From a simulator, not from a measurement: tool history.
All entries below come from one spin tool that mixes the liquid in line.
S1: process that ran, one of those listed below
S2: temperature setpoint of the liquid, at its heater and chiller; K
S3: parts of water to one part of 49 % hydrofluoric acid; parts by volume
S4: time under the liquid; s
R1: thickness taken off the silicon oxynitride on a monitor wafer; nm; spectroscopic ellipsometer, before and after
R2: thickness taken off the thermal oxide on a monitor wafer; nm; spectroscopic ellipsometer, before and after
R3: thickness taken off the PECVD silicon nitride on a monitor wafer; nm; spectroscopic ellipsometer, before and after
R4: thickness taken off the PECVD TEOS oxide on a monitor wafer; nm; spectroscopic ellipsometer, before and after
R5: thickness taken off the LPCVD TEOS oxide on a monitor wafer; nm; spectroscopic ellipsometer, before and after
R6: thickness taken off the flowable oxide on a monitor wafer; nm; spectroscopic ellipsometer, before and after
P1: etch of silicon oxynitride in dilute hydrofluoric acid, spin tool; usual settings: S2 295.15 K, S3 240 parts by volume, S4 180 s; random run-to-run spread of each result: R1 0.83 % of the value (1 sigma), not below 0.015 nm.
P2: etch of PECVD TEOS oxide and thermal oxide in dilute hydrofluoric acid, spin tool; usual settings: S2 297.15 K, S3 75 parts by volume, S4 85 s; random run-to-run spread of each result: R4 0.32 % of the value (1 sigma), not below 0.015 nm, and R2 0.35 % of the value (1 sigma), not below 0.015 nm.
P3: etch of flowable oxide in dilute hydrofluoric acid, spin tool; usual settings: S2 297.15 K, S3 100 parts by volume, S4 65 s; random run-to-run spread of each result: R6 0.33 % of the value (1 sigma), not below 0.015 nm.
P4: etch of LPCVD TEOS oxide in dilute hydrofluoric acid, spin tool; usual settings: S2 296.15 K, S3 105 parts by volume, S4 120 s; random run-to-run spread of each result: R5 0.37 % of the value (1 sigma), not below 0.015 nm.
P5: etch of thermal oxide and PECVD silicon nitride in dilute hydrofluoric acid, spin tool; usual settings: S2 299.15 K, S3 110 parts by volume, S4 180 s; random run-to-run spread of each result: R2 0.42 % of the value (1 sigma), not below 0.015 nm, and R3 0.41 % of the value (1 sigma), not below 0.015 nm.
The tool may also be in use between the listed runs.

run,hour,S1,S2,S3,S4,R1,R2,R3,R4,R5,R6
1,2.3,P1,295.15,240,180,2.5239,,,,,
2,7,P5,294.15,110,180,,6.6581,7.5239,,,
3,10.1,P1,295.15,240,180,2.5699,,,,,
4,13.2,P1,295.15,240,70,0.96891,,,,,
5,16.7,P1,300.65,375,180,1.8394,,,,,
6,20.8,P1,290.15,240,180,2.0072,,,,,
7,24.4,P2,297.15,115,85,,3.4965,,8.0105,,
8,28.1,P5,299.15,180,180,,4.5527,6.4877,,,
9,31,P1,295.15,130,180,5.1646,,,,,
10,35,P1,295.15,240,180,2.5955,,,,,
11,38.7,P2,297.15,75,85,,5.6403,,12.87,,
12,42.6,P4,296.15,105,120,,,,,34.032,
13,46.9,P4,302.15,105,120,,,,,42.962,
14,50.9,P2,297.15,75,30,,1.9694,,4.5626,,
15,53.4,P2,290.15,75,85,,4.2069,,9.6149,,
16,55.8,P3,304.15,100,65,,,,,,39.361
17,58.8,P1,295.15,240,180,2.5725,,,,,
18,62.2,P4,296.15,155,120,,,,,21.687,
19,66.7,P3,297.15,30,65,,,,,,109.65
20,70.4,P5,299.15,110,75,,3.3412,4.3456,,,
21,74,P1,295.15,240,180,2.5519,,,,,
22,77.7,P3,297.15,100,15,,,,,,6.9466
23,81.6,P4,296.15,105,215,,,,,61.484,
24,84.8,P1,295.15,240,180,2.555,,,,,
25,89,P1,295.15,395,180,1.4127,,,,,
26,92.8,P1,299.65,105,180,7.9293,,,,,
27,97.3,P1,295.15,240,320,4.4492,,,,,
28,101.6,P3,297.15,100,65,,,,,,30.174
29,104.3,P5,299.15,110,180,,8.072,10.461,,,
30,107.9,P5,299.15,110,180,,8.0219,10.499,,,
31,112.5,P1,300.65,240,180,3.2657,,,,,
32,116.9,P1,295.15,240,180,2.6093,,,,,
33,119.1,P1,295.15,240,180,2.5854,,,,,
34,122.3,P1,295.15,240,180,2.5073,,,,,
35,126.4,P1,295.15,240,180,2.4641,,,,,
36,130.3,P1,295.15,240,180,2.4027,,,,,

Expected results for the next run?
37,134,P1,295.15,240,180,?,,,,,

Run 37 gave R1 2.4157 nm.

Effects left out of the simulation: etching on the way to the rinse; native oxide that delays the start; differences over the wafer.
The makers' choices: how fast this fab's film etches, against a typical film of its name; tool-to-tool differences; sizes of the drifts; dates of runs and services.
